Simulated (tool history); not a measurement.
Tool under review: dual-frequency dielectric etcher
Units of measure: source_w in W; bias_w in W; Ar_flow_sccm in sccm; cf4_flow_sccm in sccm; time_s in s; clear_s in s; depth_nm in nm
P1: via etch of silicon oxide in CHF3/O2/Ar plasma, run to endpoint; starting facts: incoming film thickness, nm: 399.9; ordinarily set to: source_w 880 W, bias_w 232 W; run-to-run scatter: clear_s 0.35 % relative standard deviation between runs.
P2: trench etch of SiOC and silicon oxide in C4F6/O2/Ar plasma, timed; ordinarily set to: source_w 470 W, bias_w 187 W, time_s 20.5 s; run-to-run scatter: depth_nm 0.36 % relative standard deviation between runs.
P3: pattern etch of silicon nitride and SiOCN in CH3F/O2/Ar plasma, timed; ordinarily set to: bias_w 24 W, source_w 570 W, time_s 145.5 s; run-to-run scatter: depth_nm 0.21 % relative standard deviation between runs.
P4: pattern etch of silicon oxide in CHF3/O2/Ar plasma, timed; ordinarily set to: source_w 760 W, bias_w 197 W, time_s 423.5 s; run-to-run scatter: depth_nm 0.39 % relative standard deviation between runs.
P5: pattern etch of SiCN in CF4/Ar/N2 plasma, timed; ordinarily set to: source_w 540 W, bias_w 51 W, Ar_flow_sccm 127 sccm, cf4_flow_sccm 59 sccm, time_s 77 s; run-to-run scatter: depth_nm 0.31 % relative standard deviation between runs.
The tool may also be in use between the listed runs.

| run | hour | process | source_w | bias_w | Ar_flow_sccm | cf4_flow_sccm | time_s | clear_s | depth_nm |
|---|---|---|---|---|---|---|---|---|---|
| 1 | 16.3 | P1 | 880 | 232 |  |  |  | 165.86 |  |
| 2 | 28.6 | P5 | 540 | 51 | 127 | 59 | 77 |  | 66.256 |
| 3 | 42.1 | P2 | 470 | 187 |  |  | 20.5 |  | 44.577 |
| 4 | 55.2 | P4 | 760 | 197 |  |  | 264.5 |  | 598.08 |
| 5 | 67.7 | P2 | 470 | 187 |  |  | 20.5 |  | 44.403 |
|  | 80.6 | wet clean of the chamber |
| 6 | 82.7 | P1 | 880 | 232 |  |  |  | 166.57 |  |
| 7 | 94.5 | P3 | 570 | 24 |  |  | 145.5 |  | 23.094 |
| 8 | 102.6 | P4 | 760 | 128 |  |  | 423.5 |  | 835.66 |
| 9 | 114 | P3 | 390 | 24 |  |  | 145.5 |  | 20.165 |
| 10 | 127.4 | P1 | 880 | 302 |  |  |  | 150.02 |  |
| 11 | 144.8 | P1 | 880 | 173 |  |  |  | 182.3 |  |
| 12 | 160.4 | P3 | 570 | 24 |  |  | 191.5 |  | 30.277 |
| 13 | 174.9 | P1 | 1140 | 232 |  |  |  | 149.29 |  |
| 14 | 186.7 | P1 | 880 | 232 |  |  |  | 164.12 |  |
| 15 | 198.8 | P1 | 560 | 316 |  |  |  | 175 |  |
| 16 | 214.4 | P5 | 540 | 68 | 127 | 59 | 77 |  | 73.445 |
| 17 | 223.6 | P2 | 670 | 187 |  |  | 20.5 |  | 50.662 |
| 18 | 239.5 | P1 | 880 | 232 |  |  |  | 164.47 |  |
| 19 | 256.3 | P3 | 570 | 15 |  |  | 145.5 |  | 18.936 |
| 20 | 269.6 | P4 | 490 | 197 |  |  | 423.5 |  | 810.47 |
| 21 | 284.8 | P5 | 540 | 51 | 127 | 59 | 49.5 |  | 42.627 |
| 22 | 303.4 | P1 | 880 | 232 |  |  |  | 165.4 |  |
| 23 | 318.5 | P1 | 880 | 232 |  |  |  | 165.24 |  |
| 24 | 334.5 | P2 | 470 | 236 |  |  | 20.5 |  | 47.619 |
| 25 | 348 | P4 | 760 | 197 |  |  | 423.5 |  | 956.63 |
| 26 | 366.4 | P5 | 540 | 51 | 127 | 59 | 77 |  | 66.133 |
| 27 | 381.3 | P3 | 570 | 24 |  |  | 145.5 |  | 23.046 |
| 28 | 399.2 | P1 | 880 | 232 |  |  |  | 164.83 |  |
| 29 | 416 | P5 | 540 | 51 | 127 | 48 | 77 |  | 63.717 |
| 30 | 426.4 | P5 | 540 | 51 | 153 | 59 | 77 |  | 63.553 |
| 31 | 443.8 | P5 | 350 | 51 | 127 | 59 | 77 |  | 45.248 |
| 32 | 455.9 | P2 | 470 | 187 |  |  | 13.5 |  | 29.235 |
| 33 | 467.8 | P1 | 560 | 232 |  |  |  | 196.02 |  |
| 34 | 485.3 | P1 | 880 | 232 |  |  |  | 164.31 |  |
| 35 | 498.9 | P1 | 880 | 232 |  |  |  | 166.27 |  |
| 36 | 507.9 | P1 | 880 | 232 |  |  |  | 167.65 |  |
| 37 | 519.8 | P1 | 880 | 232 |  |  |  | 166.33 |  |
| 38 | 535.1 | P1 | 880 | 232 |  |  |  | 167.24 |  |
| 39 | 552.5 | P1 | 880 | 232 |  |  |  | 167.01 |  |
| 40 | 561.3 | P1 | 880 | 232 |  |  |  | 167.29 |  |
|  | 567.8 | wet clean of the chamber |
| 41 | 574.6 | P1 | 880 | 232 |  |  |  | 168.02 |  |

The next listed run, before its measurement:
| 42 | 584.1 | P1 | 880 | 232 |  |  |  | ? |  |

{"run 42": {"clear_s": 167.7}}

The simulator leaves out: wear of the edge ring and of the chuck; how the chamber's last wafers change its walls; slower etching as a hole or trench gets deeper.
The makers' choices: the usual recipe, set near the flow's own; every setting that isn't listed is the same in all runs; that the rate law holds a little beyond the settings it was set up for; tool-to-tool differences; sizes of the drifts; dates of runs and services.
